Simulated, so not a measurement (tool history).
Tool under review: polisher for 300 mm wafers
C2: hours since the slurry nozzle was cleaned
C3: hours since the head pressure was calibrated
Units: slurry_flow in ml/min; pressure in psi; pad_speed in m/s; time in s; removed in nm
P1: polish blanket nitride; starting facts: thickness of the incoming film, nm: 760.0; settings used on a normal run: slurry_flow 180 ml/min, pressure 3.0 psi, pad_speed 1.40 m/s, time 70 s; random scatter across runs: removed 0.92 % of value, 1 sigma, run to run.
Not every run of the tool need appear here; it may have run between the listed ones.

{"run": 1, "hour": 4.7, "slurry_flow": 180, "pressure": 3.0, "pad_speed": 1.4, "time": 70, "wafers polished on this pad": 688, "C2": 71.1, "C3": 359.7, "removed": 146.19}
{"run": 2, "hour": 8.5, "slurry_flow": 180, "pressure": 3.0, "pad_speed": 1.4, "time": 70, "wafers polished on this pad": 724, "C2": 74.9, "C3": 363.5, "removed": 145.38}
{"run": 3, "hour": 13.1, "slurry_flow": 260, "pressure": 3.0, "pad_speed": 1.4, "time": 70, "wafers polished on this pad": 768, "C2": 79.5, "C3": 368.1, "removed": 150.61}
{"run": 4, "hour": 16.6, "slurry_flow": 180, "pressure": 3.0, "pad_speed": 1.4, "time": 33, "wafers polished on this pad": 801, "C2": 83.0, "C3": 371.6, "removed": 69.135}
{"run": 5, "hour": 20.1, "slurry_flow": 180, "pressure": 3.0, "pad_speed": 1.4, "time": 70, "wafers polished on this pad": 834, "C2": 86.5, "C3": 375.1, "removed": 145.07}
{"run": 6, "hour": 23.2, "slurry_flow": 180, "pressure": 3.0, "pad_speed": 1.4, "time": 70, "wafers polished on this pad": 864, "C2": 89.6, "C3": 378.2, "removed": 144.64}
{"run": 7, "hour": 26.9, "slurry_flow": 180, "pressure": 3.0, "pad_speed": 1.4, "time": 70, "wafers polished on this pad": 899, "C2": 93.3, "C3": 381.9, "removed": 146.95}
{"run": 8, "hour": 31.4, "slurry_flow": 180, "pressure": 3.0, "pad_speed": 0.64, "time": 70, "wafers polished on this pad": 942, "C2": 97.8, "C3": 386.4, "removed": 77.599}
{"run": 9, "hour": 37.4, "slurry_flow": 180, "pressure": 2.3, "pad_speed": 2.02, "time": 70, "wafers polished on this pad": 999, "C2": 103.8, "C3": 392.4, "removed": 147.96}
{"run": 10, "hour": 42.1, "slurry_flow": 180, "pressure": 3.0, "pad_speed": 1.4, "time": 70, "wafers polished on this pad": 1044, "C2": 108.5, "C3": 397.1, "removed": 146.63}
{"run": 11, "hour": 45.4, "slurry_flow": 125, "pressure": 1.6, "pad_speed": 1.4, "time": 70, "wafers polished on this pad": 1075, "C2": 111.8, "C3": 400.4, "removed": 72.74}
{"run": 12, "hour": 50.3, "slurry_flow": 180, "pressure": 3.0, "pad_speed": 1.4, "time": 70, "wafers polished on this pad": 1122, "C2": 116.7, "C3": 405.3, "removed": 143.39}
{"run": 13, "hour": 54.3, "slurry_flow": 120, "pressure": 3.0, "pad_speed": 1.4, "time": 70, "wafers polished on this pad": 1160, "C2": 120.7, "C3": 409.3, "removed": 135.32}
{"run": 14, "hour": 60.2, "slurry_flow": 180, "pressure": 1.5, "pad_speed": 1.4, "time": 88, "wafers polished on this pad": 1216, "C2": 126.6, "C3": 415.2, "removed": 90.921}
{"run": 15, "hour": 63.2, "slurry_flow": 180, "pressure": 3.0, "pad_speed": 1.4, "time": 103, "wafers polished on this pad": 1244, "C2": 129.6, "C3": 418.2, "removed": 209.92}
{"run": 16, "hour": 68.2, "slurry_flow": 180, "pressure": 1.4, "pad_speed": 1.4, "time": 70, "wafers polished on this pad": 1292, "C2": 134.6, "C3": 423.2, "removed": 66.618}
{"hour": 68.9, "done": "head pressure recalibrated"}
{"run": 17, "hour": 71.6, "slurry_flow": 180, "pressure": 3.0, "pad_speed": 2.2, "time": 70, "wafers polished on this pad": 1324, "C2": 138.0, "C3": 2.7, "removed": 209.53}
{"run": 18, "hour": 77.4, "slurry_flow": 180, "pressure": 3.7, "pad_speed": 1.4, "time": 70, "wafers polished on this pad": 1380, "C2": 143.8, "C3": 8.5, "removed": 180.71}
{"run": 19, "hour": 82.7, "slurry_flow": 180, "pressure": 3.0, "pad_speed": 1.4, "time": 70, "wafers polished on this pad": 1430, "C2": 149.1, "C3": 13.8, "removed": 145.27}
{"run": 20, "hour": 85.8, "slurry_flow": 180, "pressure": 3.0, "pad_speed": 1.4, "time": 70, "wafers polished on this pad": 1460, "C2": 152.2, "C3": 16.9, "removed": 143.65}

For run 21, what comes out?
{"run": 21, "hour": 89.2, "slurry_flow": 180, "pressure": 3.0, "pad_speed": 1.4, "time": 70, "wafers polished on this pad": 1492, "C2": 155.6, "C3": 20.3, "removed": "?"}

Run 21 gave removed 138.320 nm.
